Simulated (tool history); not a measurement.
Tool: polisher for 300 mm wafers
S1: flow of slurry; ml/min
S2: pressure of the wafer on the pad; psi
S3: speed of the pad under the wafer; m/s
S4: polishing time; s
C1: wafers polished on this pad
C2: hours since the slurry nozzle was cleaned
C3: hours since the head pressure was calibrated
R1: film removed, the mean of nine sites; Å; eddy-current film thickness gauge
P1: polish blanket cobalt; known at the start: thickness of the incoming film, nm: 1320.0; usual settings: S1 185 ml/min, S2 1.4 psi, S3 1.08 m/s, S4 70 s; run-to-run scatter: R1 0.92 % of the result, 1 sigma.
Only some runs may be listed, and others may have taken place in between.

{"run": 1, "day": 0.238, "S1": 185, "S2": 1.4, "S3": 1.08, "S4": 70, "C1": 1168, "C2": 160.9, "C3": 935.6, "R1": 2691.1}
{"run": 2, "day": 0.479, "S1": 250, "S2": 1.4, "S3": 1.08, "S4": 70, "C1": 1202, "C2": 166.7, "C3": 941.4, "R1": 2825.5}
{"run": 3, "day": 0.85, "S1": 185, "S2": 0.6, "S3": 1.08, "S4": 70, "C1": 1254, "C2": 175.6, "C3": 950.3, "R1": 1165.8}
{"run": 4, "day": 1.233, "S1": 185, "S2": 1.4, "S3": 1.08, "S4": 70, "C1": 1308, "C2": 184.8, "C3": 959.5, "R1": 2748.5}
{"run": 5, "day": 1.417, "S1": 185, "S2": 1.4, "S3": 1.08, "S4": 70, "C1": 1334, "C2": 189.2, "C3": 963.9, "R1": 2689.8}
{"run": 6, "day": 1.804, "S1": 185, "S2": 1.4, "S3": 1.08, "S4": 70, "C1": 1389, "C2": 198.5, "C3": 973.2, "R1": 2733.9}
{"run": 7, "day": 2.071, "S1": 135, "S2": 1.7, "S3": 1.08, "S4": 70, "C1": 1426, "C2": 204.9, "C3": 979.6, "R1": 3158.5}
{"run": 8, "day": 2.462, "S1": 255, "S2": 1.4, "S3": 1.08, "S4": 98, "C1": 1482, "C2": 214.3, "C3": 989, "R1": 3960.9}
{"run": 9, "day": 2.717, "S1": 115, "S2": 1.4, "S3": 1.08, "S4": 70, "C1": 1517, "C2": 220.4, "C3": 995.1, "R1": 2513.2}
{"run": 10, "day": 3.121, "S1": 185, "S2": 1.4, "S3": 1.08, "S4": 110, "C1": 1574, "C2": 230.1, "C3": 1004.8, "R1": 4303.4}
{"run": 11, "day": 3.483, "S1": 185, "S2": 2.2, "S3": 1.08, "S4": 70, "C1": 1625, "C2": 238.8, "C3": 1013.5, "R1": 4290.5}
{"run": 12, "day": 3.679, "S1": 185, "S2": 1.4, "S3": 1.08, "S4": 70, "C1": 1653, "C2": 243.5, "C3": 1018.2, "R1": 2723.6}
{"run": 13, "day": 3.975, "S1": 185, "S2": 1.4, "S3": 0.74, "S4": 35, "C1": 1695, "C2": 250.6, "C3": 1025.3, "R1": 931.14}
{"run": 14, "day": 4.25, "S1": 185, "S2": 1.4, "S3": 0.48, "S4": 70, "C1": 1733, "C2": 257.2, "C3": 1031.9, "R1": 1207.7}
{"run": 15, "day": 4.662, "S1": 185, "S2": 1.4, "S3": 1.4, "S4": 70, "C1": 1792, "C2": 267.1, "C3": 1041.8, "R1": 3577.7}
{"run": 16, "day": 4.954, "S1": 185, "S2": 1.4, "S3": 1.08, "S4": 36, "C1": 1833, "C2": 274.1, "C3": 1048.8, "R1": 1392.3}
{"run": 17, "day": 5.225, "S1": 185, "S2": 1.4, "S3": 1.08, "S4": 70, "C1": 1871, "C2": 280.6, "C3": 1055.3, "R1": 2723.3}
{"run": 18, "day": 5.554, "S1": 185, "S2": 1.4, "S3": 1.08, "S4": 70, "C1": 1917, "C2": 288.5, "C3": 1063.2, "R1": 2756.4}
{"run": 19, "day": 5.85, "S1": 185, "S2": 1.4, "S3": 1.08, "S4": 70, "C1": 1959, "C2": 295.6, "C3": 1070.3, "R1": 2650.9}
{"run": 20, "day": 6.183, "S1": 185, "S2": 1.4, "S3": 1.08, "S4": 70, "C1": 2006, "C2": 303.6, "C3": 1078.3, "R1": 2573.1}
{"day": 6.3, "done": "worn pad replaced by a new one"}
{"run": 21, "day": 6.446, "S1": 185, "S2": 1.4, "S3": 1.08, "S4": 70, "C1": 20, "C2": 309.9, "C3": 1084.6, "R1": 2548.8}
{"run": 22, "day": 6.792, "S1": 185, "S2": 1.4, "S3": 1.08, "S4": 70, "C1": 69, "C2": 318.2, "C3": 1092.9, "R1": 2508.1}
{"run": 23, "day": 6.971, "S1": 185, "S2": 1.4, "S3": 1.08, "S4": 70, "C1": 94, "C2": 322.5, "C3": 1097.2, "R1": 2546.8}
{"run": 24, "day": 7.204, "S1": 185, "S2": 1.4, "S3": 1.08, "S4": 70, "C1": 127, "C2": 328.1, "C3": 1102.8, "R1": 2514.7}

Something has made what P1 gives creep away from where it was; the 2 causes below, each at its own stated size, fit the log equally well:
A: slurry flow missing at the pad, % = 33.1
B: head's pressure below its setpoint, % = 6.67
The gradual shift began around day 5.554.
Ruled out, with reasons:
removal rate lost through wear of the pad, %: was serviced at day 6.3, once the creep was under way, yet the earlier output never came back

The list below offers 4 check runs, each averaging the results of 5 wafers, and shows each result as a question mark. For which of them would the listed causes give clearly different results?
{"run": "check 1", "day": 7.438, "S1": 185, "S2": 2.1, "S3": 1.08, "S4": 70, "R1": "?"}
{"run": "check 2", "day": 7.438, "S1": 185, "S2": 1.8, "S3": 0.5, "S4": 70, "R1": "?"}
{"run": "check 3", "day": 7.438, "S1": 120, "S2": 0.8, "S3": 1.08, "S4": 70, "R1": "?"}
{"run": "check 4", "day": 7.438, "S1": 185, "S2": 1.4, "S3": 1.08, "S4": 108, "R1": "?"}

What every check run would give for each of its results, assuming each possible cause in turn:
check=check_1 result=R1 if_A=3803.5 if_B=3804
check=check_2 result=R1 if_A=1509.3 if_B=1509.5
check=check_3 result=R1 if_A=1300 if_B=1343.6
check=check_4 result=R1 if_A=3912.2 if_B=3912.6
How far apart the two closest causes lie, in the result that separates them most: check 1 0.01 %; check 2 0.01 %; check 3 3.3 %; check 4 0.01 %
Check 3 is the one run that separates the causes; every other check would come out nearly the same whichever cause is at work.

Check 3 has now been run. It gave: R1 1349 Å. Which of the candidate causes is it?

The cause is B: head's pressure below its setpoint, %.
